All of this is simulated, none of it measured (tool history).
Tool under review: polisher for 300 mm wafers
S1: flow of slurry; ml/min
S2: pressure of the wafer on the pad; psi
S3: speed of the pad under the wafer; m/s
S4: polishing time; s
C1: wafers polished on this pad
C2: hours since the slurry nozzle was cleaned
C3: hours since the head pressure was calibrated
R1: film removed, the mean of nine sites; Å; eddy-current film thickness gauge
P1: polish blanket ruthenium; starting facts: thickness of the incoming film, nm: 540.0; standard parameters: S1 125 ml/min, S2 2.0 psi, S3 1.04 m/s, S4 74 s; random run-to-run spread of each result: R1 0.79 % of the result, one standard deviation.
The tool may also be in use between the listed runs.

run 1 hour=11.2 | S1=125 S2=2.0 S3=1.04 S4=74 | C1=364 C2=150.3 C3=327.3 | R1=976.41
run 2 hour=19.2 | S1=125 S2=2.0 S3=1.04 S4=74 | C1=449 C2=158.3 C3=335.3 | R1=980.60
run 3 hour=33.6 | S1=125 S2=2.0 S3=1.64 S4=74 | C1=603 C2=172.7 C3=349.7 | R1=1547.30
run 4 hour=50.3 | S1=125 S2=1.2 S3=1.04 S4=109 | C1=782 C2=189.4 C3=366.4 | R1=870.84
run 5 hour=60.4 | S1=125 S2=2.0 S3=0.64 S4=74 | C1=890 C2=199.5 C3=376.5 | R1=605.49
run 6 hour=69.2 | S1=175 S2=2.0 S3=1.04 S4=74 | C1=984 C2=208.3 C3=385.3 | R1=1046.10
run 7 hour=82.6 | S1=75 S2=2.0 S3=1.04 S4=74 | C1=1128 C2=221.7 C3=398.7 | R1=853.91
run 8 hour=90.8 | S1=125 S2=2.0 S3=1.04 S4=74 | C1=1215 C2=229.9 C3=406.9 | R1=978.85
run 9 hour=99.1 | S1=125 S2=2.0 S3=1.04 S4=74 | C1=1304 C2=238.2 C3=415.2 | R1=963.03
run 10 hour=107.7 | S1=125 S2=2.0 S3=1.04 S4=114 | C1=1396 C2=246.8 C3=423.8 | R1=1503.70
run 11 hour=119.8 | S1=125 S2=1.4 S3=1.04 S4=74 | C1=1526 C2=258.9 C3=435.9 | R1=686.74
run 12 hour=134.7 | S1=90 S2=2.0 S3=0.52 S4=74 | C1=1685 C2=273.8 C3=450.8 | R1=448.30
run 13 hour=149.8 | S1=125 S2=2.9 S3=1.04 S4=74 | C1=1847 C2=288.9 C3=465.9 | R1=1411.70
run 14 hour=159.2 | S1=125 S2=2.0 S3=1.04 S4=74 | C1=1947 C2=298.3 C3=475.3 | R1=979.08
run 15 hour=167.6 | S1=125 S2=2.0 S3=1.04 S4=74 | C1=2037 C2=306.7 C3=483.7 | R1=984.20
run 16 hour=175.3 | S1=125 S2=2.0 S3=1.04 S4=74 | C1=2120 C2=314.4 C3=491.4 | R1=976.73
run 17 hour=187.5 | S1=125 S2=2.0 S3=1.04 S4=36 | C1=2250 C2=326.6 C3=503.6 | R1=473.89
run 18 hour=204.3 | S1=125 S2=2.0 S3=1.04 S4=74 | C1=2430 C2=343.4 C3=520.4 | R1=988.33
run 19 hour=214.5 | S1=125 S2=2.0 S3=1.04 S4=74 | C1=2539 C2=353.6 C3=530.6 | R1=955.56
run 20 hour=227.4 | S1=125 S2=2.0 S3=1.04 S4=74 | C1=2677 C2=366.5 C3=543.5 | R1=917.57
run 21 hour=237.8 | S1=125 S2=2.0 S3=1.04 S4=74 | C1=2789 C2=376.9 C3=553.9 | R1=916.46
-- hour=238.1 worn pad replaced by a new one
run 22 hour=252.3 | S1=125 S2=2.0 S3=1.04 S4=74 | C1=152 C2=391.4 C3=568.4 | R1=906.67
run 23 hour=264.4 | S1=125 S2=2.0 S3=1.04 S4=74 | C1=281 C2=403.5 C3=580.5 | R1=910.96
run 24 hour=280.5 | S1=125 S2=2.0 S3=1.04 S4=74 | C1=453 C2=419.6 C3=596.6 | R1=906.29
run 25 hour=289.7 | S1=125 S2=2.0 S3=1.04 S4=74 | C1=552 C2=428.8 C3=605.8 | R1=898.91

What P1 gives has crept away from where it was. These 2 causes fit the log equally well, each at the size given:
A: head's pressure below its setpoint, % = 8.04
B: slurry flow missing at the pad, % = 29.5
Onset of the creep was near hour 204.3.
What rules out each remaining cause:
removal rate lost through wear of the pad, %: serviced after onset, at hour 238.1, with no recovery of the prior output

4 check runs are offered, each on 2 wafers whose results are averaged, their results left as question marks. Which one tells the causes apart?
run check 1 hour=298.9 | S1=125 S2=2.0 S3=1.36 S4=74 | R1=?
run check 2 hour=298.9 | S1=125 S2=2.5 S3=1.04 S4=74 | R1=?
run check 3 hour=298.9 | S1=125 S2=2.0 S3=0.70 S4=74 | R1=?
run check 4 hour=298.9 | S1=75 S2=2.0 S3=1.04 S4=74 | R1=?

Expected result of each check under each candidate cause:
check=check_1 result=R1 if_A=1175.10 if_B=1174.90
check=check_2 result=R1 if_A=1123.20 if_B=1123.00
check=check_3 result=R1 if_A=604.82 if_B=604.70
check=check_4 result=R1 if_A=787.22 if_B=751.79
Distance between the nearest two causes, measured in the result of the check that separates them most: check 1 0.02 %; check 2 0.02 %; check 3 0.02 %; check 4 4.6 %
The other checks would show nearly matching results whichever cause is true, so check 4 is the only one that separates the causes.

Check 4 was then run and gave: R1 751.33 Å. Which cause is it?

It was cause B: slurry flow missing at the pad, %.
